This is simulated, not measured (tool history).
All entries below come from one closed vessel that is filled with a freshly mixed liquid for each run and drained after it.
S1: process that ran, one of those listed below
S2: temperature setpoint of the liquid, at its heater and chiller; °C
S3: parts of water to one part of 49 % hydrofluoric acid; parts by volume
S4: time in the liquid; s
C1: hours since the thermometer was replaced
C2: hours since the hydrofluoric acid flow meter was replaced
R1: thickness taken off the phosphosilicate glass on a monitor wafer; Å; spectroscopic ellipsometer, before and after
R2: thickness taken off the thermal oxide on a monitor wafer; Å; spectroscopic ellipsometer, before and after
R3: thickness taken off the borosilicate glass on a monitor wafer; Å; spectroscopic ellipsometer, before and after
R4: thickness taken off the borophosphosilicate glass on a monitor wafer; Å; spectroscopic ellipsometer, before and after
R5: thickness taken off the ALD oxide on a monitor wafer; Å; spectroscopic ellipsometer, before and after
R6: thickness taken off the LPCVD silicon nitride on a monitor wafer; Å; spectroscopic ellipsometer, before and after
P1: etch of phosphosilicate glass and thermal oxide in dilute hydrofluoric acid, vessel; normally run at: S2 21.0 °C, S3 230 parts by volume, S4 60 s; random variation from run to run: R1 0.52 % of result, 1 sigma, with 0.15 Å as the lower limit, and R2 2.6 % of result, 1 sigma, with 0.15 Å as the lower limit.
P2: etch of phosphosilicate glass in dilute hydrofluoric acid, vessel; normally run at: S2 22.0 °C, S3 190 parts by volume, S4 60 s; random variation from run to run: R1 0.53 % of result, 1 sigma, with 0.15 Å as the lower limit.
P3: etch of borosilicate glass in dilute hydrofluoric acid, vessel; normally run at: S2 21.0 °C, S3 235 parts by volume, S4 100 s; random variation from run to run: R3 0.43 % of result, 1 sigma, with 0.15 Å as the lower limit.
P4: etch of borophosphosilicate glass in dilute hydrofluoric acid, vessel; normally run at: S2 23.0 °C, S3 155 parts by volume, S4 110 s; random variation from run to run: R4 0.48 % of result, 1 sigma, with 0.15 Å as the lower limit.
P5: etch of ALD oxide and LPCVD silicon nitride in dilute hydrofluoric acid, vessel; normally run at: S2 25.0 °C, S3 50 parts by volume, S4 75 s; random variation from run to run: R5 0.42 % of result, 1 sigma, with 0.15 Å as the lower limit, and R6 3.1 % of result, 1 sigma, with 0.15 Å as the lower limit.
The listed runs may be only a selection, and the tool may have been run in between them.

run	hour	S1	S2	S3	S4	C1	C2	R1	R2	R3	R4	R5	R6
1	13.6	P1	21.0	230	60	399.6	1069.2	400.75	9.7584				
2	20.8	P3	28.0	235	100	406.8	1076.4			204.340			
3	29.2	P2	22.0	75	60	415.2	1084.8	1395.60					
4	36.6	P4	23.0	155	40	422.6	1092.2				146.70		
5	49.6	P2	22.0	190	30	435.6	1105.2	244.49					
6	64.0	P3	21.0	235	100	450.0	1119.6			156.480			
7	77.3	P1	21.0	230	60	463.3	1132.9	398.50	9.3089				
8	91.8	P1	17.0	230	60	477.8	1147.4	343.16	8.1131				
9	101.4	P5	25.0	50	40	487.4	1157.0					119.50	4.1659
10	112.1	P1	28.5	230	60	498.1	1167.7	528.51	12.0590				
11	119.2	P4	23.0	155	110	505.2	1174.8				405.74		
12	133.3	P4	31.0	155	110	519.3	1188.9				551.18		
13	148.3	P2	28.0	190	60	534.3	1203.9	598.82					
14	161.7	P1	21.0	230	30	547.7	1217.3	200.53	4.6775				
15	169.5	P3	21.0	65	100	555.5	1225.1			688.550			
16	181.7	P1	21.0	230	60	567.7	1237.3	397.46	9.2873				
17	194.8	P2	22.0	190	60	580.8	1250.4	479.48					
18	209.9	P1	21.0	230	110	595.9	1265.5	732.82	17.2870				
19	220.6	P1	21.0	230	60	606.6	1276.2	401.15	9.8300				
20	230.2	P1	28.5	230	105	616.2	1285.8	921.10	21.1280				
21	243.7	P3	21.0	235	100	629.7	1299.3			157.820			
22	253.1	P3	21.0	235	30	639.1	1308.7			47.353			
23	268.4	P2	22.0	190	60	654.4	1324.0	479.33					
24	281.7	P5	25.0	50	75	667.7	1337.3					224.92	7.1541
25	292.3	P1	21.0	405	60	678.3	1347.9	194.77	4.7101				
26	305.4	P1	21.0	145	60	691.4	1361.0	701.52	16.7460				
27	312.8	P5	25.0	80	75	698.8	1368.4					135.80	4.8123
28	328.4	P5	31.0	50	75	714.4	1384.0					284.54	11.1720
29	338.1	P1	21.0	230	60	724.1	1393.7	400.77	9.3662				
30	349.5	P1	21.0	230	60	735.5	1405.1	396.25	9.3909				
31	360.3	P4	23.0	275	110	746.3	1415.9				202.66		
32	367.8	P1	21.0	230	60	753.8	1423.4	400.01	9.3979				
33	375.8	P1	21.0	230	60	761.8	1431.4	388.18	8.8655				
34	387.6	P1	21.0	230	60	773.6	1443.2	376.49	8.9927				
35	398.2	P1	21.0	230	60	784.2	1453.8	372.69	8.5034				
36	405.2	P1	21.0	230	60	791.2	1460.8	371.82	8.9013				
37	419.7	P1	21.0	230	60	805.7	1475.3	367.36	8.6648				

What does the tool deliver on the next run?
38	432.4	P1	21.0	230	60	818.4	1488.0	?	?				

For run 38 the tool returned R1 369.53 Å, R2 8.4375 Å.

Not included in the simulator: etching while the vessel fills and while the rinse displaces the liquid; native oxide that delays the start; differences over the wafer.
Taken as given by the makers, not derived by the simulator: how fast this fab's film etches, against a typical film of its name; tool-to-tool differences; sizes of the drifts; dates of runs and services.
